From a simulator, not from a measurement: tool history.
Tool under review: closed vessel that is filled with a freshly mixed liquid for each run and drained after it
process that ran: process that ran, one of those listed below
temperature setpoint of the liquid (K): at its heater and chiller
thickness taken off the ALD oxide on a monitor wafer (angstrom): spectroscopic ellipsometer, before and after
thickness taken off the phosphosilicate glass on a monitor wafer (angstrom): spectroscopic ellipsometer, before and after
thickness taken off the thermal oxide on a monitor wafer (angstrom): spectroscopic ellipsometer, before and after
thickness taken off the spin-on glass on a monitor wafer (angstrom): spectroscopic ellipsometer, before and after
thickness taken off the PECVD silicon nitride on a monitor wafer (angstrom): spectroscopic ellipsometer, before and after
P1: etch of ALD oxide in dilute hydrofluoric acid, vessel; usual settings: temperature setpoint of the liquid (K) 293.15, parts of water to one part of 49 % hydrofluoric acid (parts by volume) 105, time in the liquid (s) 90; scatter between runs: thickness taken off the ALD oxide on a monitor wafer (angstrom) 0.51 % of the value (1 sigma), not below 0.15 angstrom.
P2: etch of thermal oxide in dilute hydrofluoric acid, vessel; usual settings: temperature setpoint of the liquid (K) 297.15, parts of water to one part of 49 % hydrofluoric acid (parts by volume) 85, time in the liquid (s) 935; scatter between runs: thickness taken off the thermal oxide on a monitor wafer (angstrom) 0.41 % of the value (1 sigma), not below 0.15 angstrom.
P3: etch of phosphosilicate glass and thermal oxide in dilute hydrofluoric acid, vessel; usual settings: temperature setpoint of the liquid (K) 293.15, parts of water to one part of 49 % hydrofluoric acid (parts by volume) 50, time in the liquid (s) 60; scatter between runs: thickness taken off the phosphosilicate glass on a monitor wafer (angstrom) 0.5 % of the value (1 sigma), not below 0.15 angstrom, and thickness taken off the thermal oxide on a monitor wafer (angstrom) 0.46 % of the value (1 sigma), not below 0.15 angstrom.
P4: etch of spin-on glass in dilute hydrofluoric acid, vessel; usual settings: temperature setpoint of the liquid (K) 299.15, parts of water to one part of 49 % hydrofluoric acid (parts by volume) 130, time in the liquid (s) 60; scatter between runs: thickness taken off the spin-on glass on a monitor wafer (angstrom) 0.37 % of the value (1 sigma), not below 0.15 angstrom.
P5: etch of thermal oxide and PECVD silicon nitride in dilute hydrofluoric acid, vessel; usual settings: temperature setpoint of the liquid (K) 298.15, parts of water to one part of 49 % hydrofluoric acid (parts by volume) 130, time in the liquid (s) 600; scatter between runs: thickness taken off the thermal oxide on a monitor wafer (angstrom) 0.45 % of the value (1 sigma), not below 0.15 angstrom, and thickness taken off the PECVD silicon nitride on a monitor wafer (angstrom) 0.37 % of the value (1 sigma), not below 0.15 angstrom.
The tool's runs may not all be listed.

run,hour,process that ran,temperature setpoint of the liquid (K),parts of water to one part of 49 % hydrofluoric acid (parts by volume),time in the liquid (s),hours since the thermometer was replaced,hours since the hydrofluoric acid flow meter was replaced,thickness taken off the ALD oxide on a monitor wafer (angstrom),thickness taken off the phosphosilicate glass on a monitor wafer (angstrom),thickness taken off the thermal oxide on a monitor wafer (angstrom),thickness taken off the spin-on glass on a monitor wafer (angstrom),thickness taken off the PECVD silicon nitride on a monitor wafer (angstrom)
1,11.1,P1,293.15,105,90,407,427.3,125.53,,,,
2,20.2,P3,290.15,50,60,416.1,436.4,,728.44,45.964,,
3,33.5,P2,297.15,85,935,429.4,449.7,,,521.85,,
4,46.6,P3,293.15,90,60,442.5,462.8,,443.58,27.906,,
5,58.8,P4,299.15,130,60,454.7,475,,,,201.27,
6,73.1,P5,298.15,210,600,469,489.3,,,125.63,,77.651
7,81.9,P4,299.15,130,30,477.8,498.1,,,,101.27,
8,91,P2,297.15,85,1475,486.9,507.2,,,822.77,,
9,97.3,P5,298.15,130,600,493.2,513.5,,,223.71,,126.41
10,107.8,P1,290.15,105,90,503.7,524,111.14,,,,
11,121,P1,293.15,185,135,516.9,537.2,97.635,,,,
12,129.7,P1,293.15,105,90,525.6,545.9,125.24,,,,
13,140.3,P1,293.15,30,90,536.2,556.5,482.75,,,,
14,152.4,P4,299.15,130,60,548.3,568.6,,,,203.44,
15,164.1,P3,293.15,50,60,560,580.3,,830.79,52.774,,
16,173.9,P1,298.65,105,90,569.8,590.1,156.75,,,,
17,181.6,P1,293.15,105,90,577.5,597.8,124.67,,,,
18,194.1,P2,297.15,85,935,590,610.3,,,522.83,,
19,206.1,P1,293.15,105,135,602,622.3,188.79,,,,
# hour 210.4: thermometer replaced
20,216,P4,299.15,60,60,5.6,632.2,,,,483.59,
21,230.3,P2,297.15,20,935,19.9,646.5,,,2418.4,,
22,244.7,P5,306.15,130,600,34.3,660.9,,,297.55,,207.6
23,255.1,P1,293.15,105,90,44.7,671.3,125.67,,,,
24,265.6,P3,293.15,50,110,55.2,681.8,,1527.3,97.016,,
25,272.5,P2,291.15,85,935,62.1,688.7,,,406.16,,
26,285.7,P1,293.15,105,30,75.3,701.9,42.202,,,,
27,297.3,P1,293.15,185,90,86.9,713.5,64.758,,,,
28,309.8,P1,293.15,105,90,99.4,726,124.74,,,,
29,322.1,P4,292.15,130,60,111.7,738.3,,,,153.78,
30,331.5,P5,298.15,130,40,121.1,747.7,,,15.077,,8.2761
31,344.7,P1,293.15,105,90,134.3,760.9,125.92,,,,
32,351.5,P3,293.15,50,60,141.1,767.7,,835.32,52.541,,
33,363.9,P1,293.15,105,90,153.5,780.1,125.22,,,,
34,370.1,P1,293.15,105,90,159.7,786.3,128.1,,,,
35,378.3,P1,293.15,105,90,167.9,794.5,130.37,,,,
36,385.7,P1,293.15,105,90,175.3,801.9,130.99,,,,
37,396,P1,293.15,105,90,185.6,812.2,132.3,,,,
38,410.1,P1,293.15,105,90,199.7,826.3,133.66,,,,
39,423.1,P1,293.15,105,90,212.7,839.3,132.42,,,,
40,435.1,P1,293.15,105,90,224.7,851.3,134.43,,,,
41,447.9,P1,293.15,105,90,237.5,864.1,135.1,,,,

P1 has crept away from where it was. The log is fitted equally well by each of these 2 causes, at the sizes shown:
A: hydrofluoric acid flow above the setpoint (%) = 6.23
B: liquid hotter than its thermometer reads (K) = 1.66
The creep began at about hour 363.9.

You are offered 4 check runs, listed below with question marks in place of their results; each one averages 2 wafers. Which run separates the listed causes by giving clearly different results for each?
check 1,460.7,P3,290.15,50,105,,,,?,?,,
check 2,460.7,P5,305.15,130,65,,,,,?,,?
check 3,460.7,P2,297.15,45,935,,,,,?,,
check 4,460.7,P4,294.15,60,60,,,,,,?,

If the cause were each of the candidates in turn, the checks would give the following:
check,result,if A,if B
check 1,thickness taken off the phosphosilicate glass on a monitor wafer (angstrom),1365.2,1376.3
check 1,thickness taken off the thermal oxide on a monitor wafer (angstrom),86.281,86.979
check 2,thickness taken off the thermal oxide on a monitor wafer (angstrom),33.623,33.214
check 2,thickness taken off the PECVD silicon nitride on a monitor wafer (angstrom),22.508,23.394
check 3,thickness taken off the thermal oxide on a monitor wafer (angstrom),1107.4,1112.1
check 4,thickness taken off the spin-on glass on a monitor wafer (angstrom),417.99,419.77
Per-check spread between the two closest causes, in the result where they differ most: check 1 0.81 %; check 2 3.86 %; check 3 0.42 %; check 4 0.42 %
Of the check runs offered, only check 2 discriminates between the causes; the rest would read about the same regardless of which cause applies.

The results of check 2 are: thickness taken off the thermal oxide on a monitor wafer (angstrom) 33.218; thickness taken off the PECVD silicon nitride on a monitor wafer (angstrom) 23.496. Based on these, which of the listed causes is it?

It is B: liquid hotter than its thermometer reads (K).
